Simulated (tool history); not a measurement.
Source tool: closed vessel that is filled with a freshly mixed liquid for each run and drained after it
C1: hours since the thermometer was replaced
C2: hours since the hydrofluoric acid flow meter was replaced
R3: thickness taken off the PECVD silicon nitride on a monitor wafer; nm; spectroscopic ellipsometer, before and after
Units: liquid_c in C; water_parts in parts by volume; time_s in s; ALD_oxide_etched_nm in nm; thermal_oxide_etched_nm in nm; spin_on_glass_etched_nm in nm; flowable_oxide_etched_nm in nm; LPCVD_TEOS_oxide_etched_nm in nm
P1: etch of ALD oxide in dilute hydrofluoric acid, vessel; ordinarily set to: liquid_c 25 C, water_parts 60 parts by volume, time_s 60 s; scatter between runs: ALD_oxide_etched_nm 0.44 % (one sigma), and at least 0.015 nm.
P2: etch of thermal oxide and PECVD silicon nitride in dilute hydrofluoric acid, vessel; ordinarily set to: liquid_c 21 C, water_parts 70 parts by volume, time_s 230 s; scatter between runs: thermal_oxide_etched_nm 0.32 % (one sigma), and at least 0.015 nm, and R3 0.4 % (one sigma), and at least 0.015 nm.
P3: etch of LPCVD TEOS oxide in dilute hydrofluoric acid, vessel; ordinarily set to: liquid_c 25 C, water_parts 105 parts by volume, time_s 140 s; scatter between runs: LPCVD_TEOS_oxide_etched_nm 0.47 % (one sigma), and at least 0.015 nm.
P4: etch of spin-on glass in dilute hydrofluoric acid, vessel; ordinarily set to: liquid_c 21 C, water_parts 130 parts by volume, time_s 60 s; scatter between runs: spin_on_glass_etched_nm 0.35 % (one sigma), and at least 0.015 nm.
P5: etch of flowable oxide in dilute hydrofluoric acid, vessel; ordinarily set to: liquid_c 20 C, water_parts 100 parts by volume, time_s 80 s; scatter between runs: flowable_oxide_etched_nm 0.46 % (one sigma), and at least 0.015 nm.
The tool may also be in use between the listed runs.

{"run": 1, "day": 0.45, "process": "P1", "liquid_c": 25, "water_parts": 60, "time_s": 60, "C1": 427.4, "C2": 444.4, "ALD_oxide_etched_nm": 21.397}
{"run": 2, "day": 0.992, "process": "P2", "liquid_c": 21, "water_parts": 25, "time_s": 230, "C1": 440.4, "C2": 457.4, "thermal_oxide_etched_nm": 39.461, "R3": 24.041}
{"run": 3, "day": 1.396, "process": "P4", "liquid_c": 17, "water_parts": 130, "time_s": 60, "C1": 450.1, "C2": 467.1, "spin_on_glass_etched_nm": 11.208}
{"run": 4, "day": 1.721, "process": "P1", "liquid_c": 31, "water_parts": 60, "time_s": 60, "C1": 457.9, "C2": 474.9, "ALD_oxide_etched_nm": 27.201}
{"run": 5, "day": 2.325, "process": "P1", "liquid_c": 31, "water_parts": 60, "time_s": 30, "C1": 472.4, "C2": 489.4, "ALD_oxide_etched_nm": 13.583}
{"run": 6, "day": 2.85, "process": "P1", "liquid_c": 18.5, "water_parts": 60, "time_s": 60, "C1": 485, "C2": 502, "ALD_oxide_etched_nm": 16.476}
{"run": 7, "day": 3.183, "process": "P4", "liquid_c": 21, "water_parts": 75, "time_s": 60, "C1": 493, "C2": 510, "spin_on_glass_etched_nm": 24.247}
{"run": 8, "day": 3.762, "process": "P4", "liquid_c": 21, "water_parts": 130, "time_s": 60, "C1": 506.9, "C2": 523.9, "spin_on_glass_etched_nm": 13.11}
{"run": 9, "day": 4.129, "process": "P5", "liquid_c": 20, "water_parts": 100, "time_s": 80, "C1": 515.7, "C2": 532.7, "flowable_oxide_etched_nm": 29.269}
{"run": 10, "day": 4.579, "process": "P1", "liquid_c": 25, "water_parts": 60, "time_s": 100, "C1": 526.5, "C2": 543.5, "ALD_oxide_etched_nm": 35.587}
{"run": 11, "day": 4.912, "process": "P2", "liquid_c": 21, "water_parts": 70, "time_s": 230, "C1": 534.5, "C2": 551.5, "thermal_oxide_etched_nm": 13.273, "R3": 8.8777}
{"run": 12, "day": 5.229, "process": "P1", "liquid_c": 25, "water_parts": 60, "time_s": 60, "C1": 542.1, "C2": 559.1, "ALD_oxide_etched_nm": 21.577}
{"run": 13, "day": 5.704, "process": "P5", "liquid_c": 20, "water_parts": 100, "time_s": 145, "C1": 553.5, "C2": 570.5, "flowable_oxide_etched_nm": 52.595}
{"day": 6.096, "done": "hydrofluoric acid flow meter replaced"}
{"run": 14, "day": 6.321, "process": "P1", "liquid_c": 25, "water_parts": 60, "time_s": 60, "C1": 568.3, "C2": 5.5, "ALD_oxide_etched_nm": 21.664}
{"run": 15, "day": 6.75, "process": "P3", "liquid_c": 32.5, "water_parts": 105, "time_s": 140, "C1": 578.6, "C2": 15.8, "LPCVD_TEOS_oxide_etched_nm": 60.906}
{"run": 16, "day": 7.1, "process": "P1", "liquid_c": 25, "water_parts": 60, "time_s": 60, "C1": 587, "C2": 24.2, "ALD_oxide_etched_nm": 21.384}
{"run": 17, "day": 7.383, "process": "P4", "liquid_c": 21, "water_parts": 130, "time_s": 60, "C1": 593.8, "C2": 31, "spin_on_glass_etched_nm": 13.169}
{"run": 18, "day": 7.892, "process": "P2", "liquid_c": 21, "water_parts": 70, "time_s": 30, "C1": 606, "C2": 43.2, "thermal_oxide_etched_nm": 1.7219, "R3": 1.1464}
{"run": 19, "day": 8.204, "process": "P1", "liquid_c": 18.5, "water_parts": 20, "time_s": 60, "C1": 613.5, "C2": 50.7, "ALD_oxide_etched_nm": 51.66}
{"run": 20, "day": 8.658, "process": "P4", "liquid_c": 21, "water_parts": 130, "time_s": 90, "C1": 624.4, "C2": 61.6, "spin_on_glass_etched_nm": 19.7}
{"run": 21, "day": 9.171, "process": "P1", "liquid_c": 25, "water_parts": 95, "time_s": 60, "C1": 636.7, "C2": 73.9, "ALD_oxide_etched_nm": 13.035}
{"run": 22, "day": 9.712, "process": "P1", "liquid_c": 30, "water_parts": 60, "time_s": 30, "C1": 649.7, "C2": 86.9, "ALD_oxide_etched_nm": 13.109}
{"run": 23, "day": 10.292, "process": "P2", "liquid_c": 21, "water_parts": 70, "time_s": 230, "C1": 663.6, "C2": 100.8, "thermal_oxide_etched_nm": 13.298, "R3": 8.8361}
{"run": 24, "day": 10.742, "process": "P3", "liquid_c": 25, "water_parts": 105, "time_s": 140, "C1": 674.4, "C2": 111.6, "LPCVD_TEOS_oxide_etched_nm": 46.145}
{"run": 25, "day": 11.196, "process": "P3", "liquid_c": 25, "water_parts": 105, "time_s": 140, "C1": 685.3, "C2": 122.5, "LPCVD_TEOS_oxide_etched_nm": 46.294}
{"run": 26, "day": 11.771, "process": "P3", "liquid_c": 25, "water_parts": 185, "time_s": 140, "C1": 699.1, "C2": 136.3, "LPCVD_TEOS_oxide_etched_nm": 23.824}
{"run": 27, "day": 12.167, "process": "P1", "liquid_c": 25, "water_parts": 20, "time_s": 60, "C1": 708.6, "C2": 145.8, "ALD_oxide_etched_nm": 68.188}
{"run": 28, "day": 12.696, "process": "P2", "liquid_c": 17, "water_parts": 70, "time_s": 230, "C1": 721.3, "C2": 158.5, "thermal_oxide_etched_nm": 11.174, "R3": 6.7123}
{"run": 29, "day": 13.204, "process": "P5", "liquid_c": 20, "water_parts": 55, "time_s": 80, "C1": 733.5, "C2": 170.7, "flowable_oxide_etched_nm": 56.125}
{"run": 30, "day": 13.733, "process": "P1", "liquid_c": 25, "water_parts": 60, "time_s": 30, "C1": 746.2, "C2": 183.4, "ALD_oxide_etched_nm": 10.805}
{"run": 31, "day": 14.142, "process": "P5", "liquid_c": 26.5, "water_parts": 100, "time_s": 80, "C1": 756, "C2": 193.2, "flowable_oxide_etched_nm": 37.851}
{"run": 32, "day": 14.521, "process": "P3", "liquid_c": 25, "water_parts": 105, "time_s": 30, "C1": 765.1, "C2": 202.3, "LPCVD_TEOS_oxide_etched_nm": 9.7615}
{"run": 33, "day": 15.167, "process": "P1", "liquid_c": 25, "water_parts": 60, "time_s": 60, "C1": 780.6, "C2": 217.8, "ALD_oxide_etched_nm": 21.405}
{"run": 34, "day": 15.488, "process": "P1", "liquid_c": 25, "water_parts": 60, "time_s": 60, "C1": 788.3, "C2": 225.5, "ALD_oxide_etched_nm": 20.989}
{"run": 35, "day": 16.075, "process": "P1", "liquid_c": 25, "water_parts": 60, "time_s": 60, "C1": 802.4, "C2": 239.6, "ALD_oxide_etched_nm": 20.66}
{"run": 36, "day": 16.6, "process": "P1", "liquid_c": 25, "water_parts": 60, "time_s": 60, "C1": 815, "C2": 252.2, "ALD_oxide_etched_nm": 20.301}
{"run": 37, "day": 17.242, "process": "P1", "liquid_c": 25, "water_parts": 60, "time_s": 60, "C1": 830.4, "C2": 267.6, "ALD_oxide_etched_nm": 20.174}
{"run": 38, "day": 17.575, "process": "P1", "liquid_c": 25, "water_parts": 60, "time_s": 60, "C1": 838.4, "C2": 275.6, "ALD_oxide_etched_nm": 20.155}
{"run": 39, "day": 18.008, "process": "P1", "liquid_c": 25, "water_parts": 60, "time_s": 60, "C1": 848.8, "C2": 286, "ALD_oxide_etched_nm": 20.114}
{"run": 40, "day": 18.604, "process": "P1", "liquid_c": 25, "water_parts": 60, "time_s": 60, "C1": 863.1, "C2": 300.3, "ALD_oxide_etched_nm": 20.096}

Compared with where it was, what P1 gives has crept away. Each cause listed below fits the log as well as the rest, at the size given for it:
A: hydrofluoric acid flow below the setpoint (%) = 5.68
B: liquid colder than its thermometer reads (K) = 1.56
Onset of the creep was near day 15.167.

4 check runs are offered, one wafer each, their results left as question marks. Which one tells the causes apart?
{"run": "check 1", "day": 19.2, "process": "P2", "liquid_c": 21, "water_parts": 70, "time_s": 230, "thermal_oxide_etched_nm": "?", "R3": "?"}
{"run": "check 2", "day": 19.2, "process": "P3", "liquid_c": 25, "water_parts": 105, "time_s": 140, "LPCVD_TEOS_oxide_etched_nm": "?"}
{"run": "check 3", "day": 19.2, "process": "P5", "liquid_c": 20, "water_parts": 100, "time_s": 80, "flowable_oxide_etched_nm": "?"}
{"run": "check 4", "day": 19.2, "process": "P4", "liquid_c": 21, "water_parts": 130, "time_s": 60, "spin_on_glass_etched_nm": "?"}

What each check would give under each cause:
check=check_1 result=thermal_oxide_etched_nm if_A=12.473 if_B=12.452
check=check_1 result=R3 if_A=8.3841 if_B=7.9746
check=check_2 result=LPCVD_TEOS_oxide_etched_nm if_A=42.936 if_B=43.145
check=check_3 result=flowable_oxide_etched_nm if_A=27.327 if_B=27.344
check=check_4 result=spin_on_glass_etched_nm if_A=12.282 if_B=12.334
Distance between the nearest two causes, measured in the result of the check that separates them most: check 1 5.01 %; check 2 0.48 %; check 3 0.06 %; check 4 0.43 %
Of the check runs offered, only check 1 discriminates between the causes; the rest would read about the same regardless of which cause applies.

After running check 1, the following was obtained: thermal_oxide_etched_nm 12.488 nm; R3 8.3388 nm. Which cause does this point to?

Of the candidate causes, it is A: hydrofluoric acid flow below the setpoint (%).

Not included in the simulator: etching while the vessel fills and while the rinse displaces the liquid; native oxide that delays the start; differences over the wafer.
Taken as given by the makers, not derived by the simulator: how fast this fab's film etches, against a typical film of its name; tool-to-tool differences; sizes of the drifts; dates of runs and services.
